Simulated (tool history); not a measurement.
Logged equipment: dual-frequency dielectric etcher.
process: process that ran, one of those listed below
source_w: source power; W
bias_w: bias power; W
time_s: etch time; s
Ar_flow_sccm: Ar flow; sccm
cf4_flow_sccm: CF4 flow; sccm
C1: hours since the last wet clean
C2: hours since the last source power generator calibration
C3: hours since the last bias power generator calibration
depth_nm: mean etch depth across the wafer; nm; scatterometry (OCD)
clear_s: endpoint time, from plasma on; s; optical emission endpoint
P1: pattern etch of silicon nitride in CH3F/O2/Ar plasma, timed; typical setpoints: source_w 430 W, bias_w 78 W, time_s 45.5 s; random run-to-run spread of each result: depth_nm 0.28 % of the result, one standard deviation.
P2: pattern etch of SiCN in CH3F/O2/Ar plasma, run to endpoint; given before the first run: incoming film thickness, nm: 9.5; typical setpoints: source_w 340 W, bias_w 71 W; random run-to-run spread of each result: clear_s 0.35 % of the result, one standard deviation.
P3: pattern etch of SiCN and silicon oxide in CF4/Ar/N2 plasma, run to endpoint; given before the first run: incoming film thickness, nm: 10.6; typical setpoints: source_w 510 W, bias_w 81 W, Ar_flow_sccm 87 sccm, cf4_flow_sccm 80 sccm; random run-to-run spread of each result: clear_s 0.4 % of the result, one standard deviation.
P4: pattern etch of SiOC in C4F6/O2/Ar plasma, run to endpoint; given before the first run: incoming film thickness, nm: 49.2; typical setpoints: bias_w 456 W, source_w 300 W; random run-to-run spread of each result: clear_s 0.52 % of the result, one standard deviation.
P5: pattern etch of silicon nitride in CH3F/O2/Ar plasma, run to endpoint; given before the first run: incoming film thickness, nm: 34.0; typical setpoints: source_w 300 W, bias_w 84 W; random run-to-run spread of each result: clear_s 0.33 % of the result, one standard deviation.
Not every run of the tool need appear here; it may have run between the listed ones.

Run 1, hour 11.6: process P1, source_w 430 W, bias_w 78 W, time_s 45.5 s; C1 301.6; C2 1531.2; C3 3209.6. Result: depth_nm 33.198 nm.
Run 2, hour 23.8: process P3, source_w 510 W, bias_w 113 W, Ar_flow_sccm 87 sccm, cf4_flow_sccm 80 sccm; C1 313.8; C2 1543.4; C3 3221.8. Result: clear_s 9.1966 s.
Run 3, hour 35.5: process P4, source_w 300 W, bias_w 456 W; C1 325.5; C2 1555.1; C3 3233.5. Result: clear_s 18.807 s.
Run 4, hour 48: process P1, source_w 430 W, bias_w 78 W, time_s 62 s; C1 338; C2 1567.6; C3 3246. Result: depth_nm 45.157 nm.
Run 5, hour 60.4: process P1, source_w 610 W, bias_w 78 W, time_s 45.5 s; C1 350.4; C2 1580; C3 3258.4. Result: depth_nm 37.674 nm.
Run 6, hour 70.4: process P1, source_w 430 W, bias_w 52 W, time_s 45.5 s; C1 360.4; C2 1590; C3 3268.4. Result: depth_nm 29.066 nm.
Run 7, hour 80.4: process P1, source_w 430 W, bias_w 78 W, time_s 45.5 s; C1 370.4; C2 1600; C3 3278.4. Result: depth_nm 33.281 nm.
Run 8, hour 90.1: process P1, source_w 430 W, bias_w 63 W, time_s 60.5 s; C1 380.1; C2 1609.7; C3 3288.1. Result: depth_nm 40.817 nm.
Run 9, hour 101.3: process P5, source_w 180 W, bias_w 84 W; C1 391.3; C2 1620.9; C3 3299.3. Result: clear_s 63.553 s.
Run 10, hour 115.9: process P3, source_w 510 W, bias_w 81 W, Ar_flow_sccm 109 sccm, cf4_flow_sccm 80 sccm; C1 405.9; C2 1635.5; C3 3313.9. Result: clear_s 10.669 s.
Run 11, hour 130: process P4, source_w 370 W, bias_w 456 W; C1 420; C2 1649.6; C3 3328. Result: clear_s 17.37 s.
Run 12, hour 139.8: process P1, source_w 430 W, bias_w 78 W, time_s 25.5 s; C1 429.8; C2 1659.4; C3 3337.8. Result: depth_nm 18.59 nm.
Run 13, hour 148.1: process P4, source_w 300 W, bias_w 283 W; C1 438.1; C2 1667.7; C3 3346.1. Result: clear_s 22.385 s.
Run 14, hour 161.5: process P1, source_w 430 W, bias_w 78 W, time_s 45.5 s; C1 451.5; C2 1681.1; C3 3359.5. Result: depth_nm 33 nm.
Run 15, hour 169: process P1, source_w 430 W, bias_w 78 W, time_s 45.5 s; C1 459; C2 1688.6; C3 3367. Result: depth_nm 32.956 nm.
Run 16, hour 177.6: process P2, source_w 260 W, bias_w 71 W; C1 467.6; C2 1697.2; C3 3375.6. Result: clear_s 29.631 s.
Run 17, hour 184.8: process P3, source_w 510 W, bias_w 81 W, Ar_flow_sccm 87 sccm, cf4_flow_sccm 113 sccm; C1 474.8; C2 1704.4; C3 3382.8. Result: clear_s 9.8203 s.
Run 18, hour 197.8: process P1, source_w 430 W, bias_w 101 W, time_s 45.5 s; C1 487.8; C2 1717.4; C3 3395.8. Result: depth_nm 36.31 nm.
Run 19, hour 207.6: process P5, source_w 300 W, bias_w 55 W; C1 497.6; C2 1727.2; C3 3405.6. Result: clear_s 60.533 s.
Run 20, hour 220.8: process P1, source_w 310 W, bias_w 78 W, time_s 45.5 s; C1 510.8; C2 1740.4; C3 3418.8. Result: depth_nm 29.264 nm.
Run 21, hour 235.5: process P3, source_w 510 W, bias_w 81 W, Ar_flow_sccm 87 sccm, cf4_flow_sccm 80 sccm; C1 525.5; C2 1755.1; C3 3433.5. Result: clear_s 10.252 s.
Run 22, hour 244.3: process P1, source_w 430 W, bias_w 78 W, time_s 45.5 s; C1 534.3; C2 1763.9; C3 3442.3. Result: depth_nm 33.149 nm.
Run 23, hour 253.9: process P5, source_w 300 W, bias_w 84 W; C1 543.9; C2 1773.5; C3 3451.9. Result: clear_s 52.581 s.
At hour 262.5: source power generator calibrated.
Run 24, hour 268: process P5, source_w 300 W, bias_w 84 W; C1 558; C2 5.6; C3 3466. Result: clear_s 52.115 s.
Run 25, hour 282.5: process P2, source_w 340 W, bias_w 43 W; C1 572.5; C2 20.1; C3 3480.5. Result: clear_s 31.698 s.
Run 26, hour 289.4: process P2, source_w 340 W, bias_w 71 W; C1 579.4; C2 27; C3 3487.4. Result: clear_s 26.644 s.
Run 27, hour 299.6: process P2, source_w 340 W, bias_w 71 W; C1 589.6; C2 37.2; C3 3497.6. Result: clear_s 26.888 s.
Run 28, hour 308.7: process P3, source_w 340 W, bias_w 81 W, Ar_flow_sccm 87 sccm, cf4_flow_sccm 80 sccm; C1 598.7; C2 46.3; C3 3506.7. Result: clear_s 14.756 s.
Run 29, hour 319: process P1, source_w 430 W, bias_w 78 W, time_s 45.5 s; C1 609; C2 56.6; C3 3517. Result: depth_nm 33.229 nm.
Run 30, hour 326.7: process P1, source_w 430 W, bias_w 78 W, time_s 45.5 s; C1 616.7; C2 64.3; C3 3524.7. Result: depth_nm 33.224 nm.
Run 31, hour 336.3: process P1, source_w 430 W, bias_w 78 W, time_s 45.5 s; C1 626.3; C2 73.9; C3 3534.3. Result: depth_nm 33.291 nm.
Run 32, hour 344.7: process P1, source_w 430 W, bias_w 78 W, time_s 45.5 s; C1 634.7; C2 82.3; C3 3542.7. Result: depth_nm 33.386 nm.
Run 33, hour 354.1: process P1, source_w 430 W, bias_w 78 W, time_s 45.5 s; C1 644.1; C2 91.7; C3 3552.1. Result: depth_nm 33.369 nm.
Run 34, hour 361.5: process P1, source_w 430 W, bias_w 78 W, time_s 45.5 s; C1 651.5; C2 99.1; C3 3559.5. Result: depth_nm 33.517 nm.
At hour 368: wet clean of the chamber.
Run 35, hour 368.2: process P1, source_w 430 W, bias_w 78 W, time_s 45.5 s; C1 0.3; C2 105.8; C3 3566.2. Result: depth_nm 33.579 nm.
Run 36, hour 376.9: process P1, source_w 430 W, bias_w 78 W, time_s 45.5 s; C1 9; C2 114.5; C3 3574.9. Result: depth_nm 33.761 nm.
Run 37, hour 391.7: process P1, source_w 430 W, bias_w 78 W, time_s 45.5 s; C1 23.8; C2 129.3; C3 3589.7. Result: depth_nm 33.551 nm.
Run 38, hour 406.4: process P1, source_w 430 W, bias_w 78 W, time_s 45.5 s; C1 38.5; C2 144; C3 3604.4. Result: depth_nm 33.564 nm.
Run 39, hour 415.4: process P1, source_w 430 W, bias_w 78 W, time_s 45.5 s; C1 47.5; C2 153; C3 3613.4. Result: depth_nm 33.577 nm.
Run 40, hour 423.5: process P1, source_w 430 W, bias_w 78 W, time_s 45.5 s; C1 55.6; C2 161.1; C3 3621.5. Result: depth_nm 33.444 nm.

The output of P1 has drifted from where it used to be. Each of the 2 causes below, taken at the size shown beside it, accounts for the log equally well:
A: source power that arrives over what is set, % = 3.77
B: bias power that arrives over what is set, % = 4.1
The creep began at about hour 326.7.
The rest of the possible causes, and what rules out each one:
chamber walls in a state that raises the etch rate, %: serviced at hour 368, after the drift had started, without restoring the earlier output

Below are 4 check runs, each averaged over 2 wafers, with their results shown as question marks. Which of them would give clearly different results depending on which cause is behind the drift?
Run check 1, hour 431.6: process P3, source_w 510 W, bias_w 81 W, Ar_flow_sccm 87 sccm, cf4_flow_sccm 111 sccm. Result: clear_s ?.
Run check 2, hour 431.6: process P5, source_w 300 W, bias_w 60 W. Result: clear_s ?.
Run check 3, hour 431.6: process P2, source_w 290 W, bias_w 53 W. Result: clear_s ?.
Run check 4, hour 431.6: process P4, source_w 360 W, bias_w 306 W. Result: clear_s ?.

If the cause were each of the candidates in turn, the checks would give the following:
  check   result    if A    if B
check 1  clear_s  9.5388   9.733
check 2  clear_s  58.035  58.067
check 3  clear_s  31.085  31.099
check 4  clear_s  20.078  20.077
Separation of the two closest causes in each check, using whichever result separates them best: check 1 2.02 %; check 2 0.05 %; check 3 0.05 %; check 4 0 %
Check 1 tells the causes apart: in the others they would give nearly the same result.

Then check 1 was run and gave: clear_s 9.7001 s. Which cause is it?

B is the cause: bias power that arrives over what is set, %.
